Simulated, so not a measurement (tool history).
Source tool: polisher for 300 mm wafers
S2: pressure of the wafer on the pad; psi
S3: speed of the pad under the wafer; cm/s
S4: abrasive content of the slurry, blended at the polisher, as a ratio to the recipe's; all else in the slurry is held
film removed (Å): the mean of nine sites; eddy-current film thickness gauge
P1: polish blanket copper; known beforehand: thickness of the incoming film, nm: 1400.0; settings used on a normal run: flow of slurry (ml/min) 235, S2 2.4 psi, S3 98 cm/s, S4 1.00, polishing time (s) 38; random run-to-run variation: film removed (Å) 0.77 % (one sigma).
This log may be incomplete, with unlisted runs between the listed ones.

run 1 day=0.208 | flow_of_slurry_(ml/min)=235 S2=2.4 S3=98 S4=1.00 polishing_time_(s)=38 | film_removed_(Å)=772.72
run 2 day=0.362 | flow_of_slurry_(ml/min)=140 S2=2.4 S3=98 S4=1.00 polishing_time_(s)=38 | film_removed_(Å)=714.04
run 3 day=0.546 | flow_of_slurry_(ml/min)=235 S2=1.5 S3=98 S4=1.00 polishing_time_(s)=38 | film_removed_(Å)=485.03
run 4 day=0.683 | flow_of_slurry_(ml/min)=235 S2=2.4 S3=98 S4=1.00 polishing_time_(s)=59 | film_removed_(Å)=1182.40
run 5 day=0.838 | flow_of_slurry_(ml/min)=310 S2=2.4 S3=98 S4=1.00 polishing_time_(s)=38 | film_removed_(Å)=788.57
run 6 day=1.083 | flow_of_slurry_(ml/min)=235 S2=2.4 S3=150 S4=1.00 polishing_time_(s)=38 | film_removed_(Å)=1186.50
run 7 day=1.212 | flow_of_slurry_(ml/min)=235 S2=2.4 S3=56 S4=0.55 polishing_time_(s)=38 | film_removed_(Å)=384.58
run 8 day=1.458 | flow_of_slurry_(ml/min)=235 S2=2.4 S3=98 S4=0.50 polishing_time_(s)=38 | film_removed_(Å)=677.22
run 9 day=1.617 | flow_of_slurry_(ml/min)=235 S2=2.4 S3=44 S4=1.00 polishing_time_(s)=38 | film_removed_(Å)=344.61
run 10 day=1.767 | flow_of_slurry_(ml/min)=235 S2=2.4 S3=98 S4=1.00 polishing_time_(s)=38 | film_removed_(Å)=775.58
run 11 day=2.012 | flow_of_slurry_(ml/min)=235 S2=2.4 S3=98 S4=1.45 polishing_time_(s)=38 | film_removed_(Å)=833.35
run 12 day=2.279 | flow_of_slurry_(ml/min)=235 S2=2.4 S3=98 S4=1.00 polishing_time_(s)=38 | film_removed_(Å)=777.62
run 13 day=2.446 | flow_of_slurry_(ml/min)=235 S2=2.4 S3=98 S4=1.00 polishing_time_(s)=38 | film_removed_(Å)=768.46
run 14 day=2.671 | flow_of_slurry_(ml/min)=235 S2=3.7 S3=98 S4=1.00 polishing_time_(s)=38 | film_removed_(Å)=1177.50
run 15 day=2.912 | flow_of_slurry_(ml/min)=235 S2=2.4 S3=98 S4=1.00 polishing_time_(s)=38 | film_removed_(Å)=768.18
run 16 day=3.058 | flow_of_slurry_(ml/min)=235 S2=2.4 S3=98 S4=1.00 polishing_time_(s)=17 | film_removed_(Å)=349.28
run 17 day=3.300 | flow_of_slurry_(ml/min)=235 S2=2.4 S3=98 S4=1.00 polishing_time_(s)=38 | film_removed_(Å)=768.66
run 18 day=3.492 | flow_of_slurry_(ml/min)=235 S2=2.4 S3=98 S4=1.00 polishing_time_(s)=38 | film_removed_(Å)=749.63
run 19 day=3.679 | flow_of_slurry_(ml/min)=235 S2=2.4 S3=98 S4=1.00 polishing_time_(s)=38 | film_removed_(Å)=744.70
run 20 day=3.879 | flow_of_slurry_(ml/min)=235 S2=2.4 S3=98 S4=1.00 polishing_time_(s)=38 | film_removed_(Å)=736.48
run 21 day=4.079 | flow_of_slurry_(ml/min)=235 S2=2.4 S3=98 S4=1.00 polishing_time_(s)=38 | film_removed_(Å)=725.96
-- day=4.117 worn pad replaced by a new one
-- day=4.271 slurry blender recalibrated
run 22 day=4.288 | flow_of_slurry_(ml/min)=235 S2=2.4 S3=98 S4=1.00 polishing_time_(s)=38 | film_removed_(Å)=724.01
run 23 day=4.462 | flow_of_slurry_(ml/min)=235 S2=2.4 S3=98 S4=1.00 polishing_time_(s)=38 | film_removed_(Å)=723.94
run 24 day=4.629 | flow_of_slurry_(ml/min)=235 S2=2.4 S3=98 S4=1.00 polishing_time_(s)=38 | film_removed_(Å)=722.96
run 25 day=4.788 | flow_of_slurry_(ml/min)=235 S2=2.4 S3=98 S4=1.00 polishing_time_(s)=38 | film_removed_(Å)=713.26
run 26 day=5.058 | flow_of_slurry_(ml/min)=235 S2=2.4 S3=98 S4=1.00 polishing_time_(s)=38 | film_removed_(Å)=717.17

The output of P1 has drifted from where it used to be. Each of the 2 causes below, taken at the size shown beside it, accounts for the log equally well:
A: slurry flow missing at the pad, % = 37.5
B: head's pressure below its setpoint, % = 6.54
The process output started creeping at around day 3.300.
All other causes, with the reason each is excluded:
removal rate lost through wear of the pad, %: serviced at day 4.117, after the drift had started, without restoring the earlier output
abrasive missing from the slurry, %: serviced at day 4.271, after the drift had started, without restoring the earlier output

Consider the 4 check runs below, whose results appear as question marks and each of which averages 2 wafers. Which one distinguishes the causes, in that each cause would give it a clearly different result?
run check 1 day=5.329 | flow_of_slurry_(ml/min)=235 S2=1.9 S3=146 S4=1.00 polishing_time_(s)=38 | film_removed_(Å)=?
run check 2 day=5.329 | flow_of_slurry_(ml/min)=140 S2=2.4 S3=98 S4=0.65 polishing_time_(s)=38 | film_removed_(Å)=?
run check 3 day=5.329 | flow_of_slurry_(ml/min)=235 S2=2.4 S3=54 S4=1.00 polishing_time_(s)=19 | film_removed_(Å)=?
run check 4 day=5.329 | flow_of_slurry_(ml/min)=235 S2=2.4 S3=150 S4=1.35 polishing_time_(s)=38 | film_removed_(Å)=?

How each check would come out, cause by cause:
check=check_1 result=film_removed_(Å) if_A=847.55 if_B=847.57
check=check_2 result=film_removed_(Å) if_A=584.09 if_B=608.54
check=check_3 result=film_removed_(Å) if_A=197.99 if_B=197.99
check=check_4 result=film_removed_(Å) if_A=1174.30 if_B=1174.30
Per check, the gap between the least separated pair of causes, taken in the result that splits them most: check 1 0 %; check 2 4.1 %; check 3 0 %; check 4 0 %
Check 2 distinguishes between the causes, while the remaining checks would return nearly the same result for all of them.

Check 2 was carried out, with these results: film removed (Å) 585.82. Which of the listed causes is responsible?

Of the candidate causes, it is A: slurry flow missing at the pad, %.

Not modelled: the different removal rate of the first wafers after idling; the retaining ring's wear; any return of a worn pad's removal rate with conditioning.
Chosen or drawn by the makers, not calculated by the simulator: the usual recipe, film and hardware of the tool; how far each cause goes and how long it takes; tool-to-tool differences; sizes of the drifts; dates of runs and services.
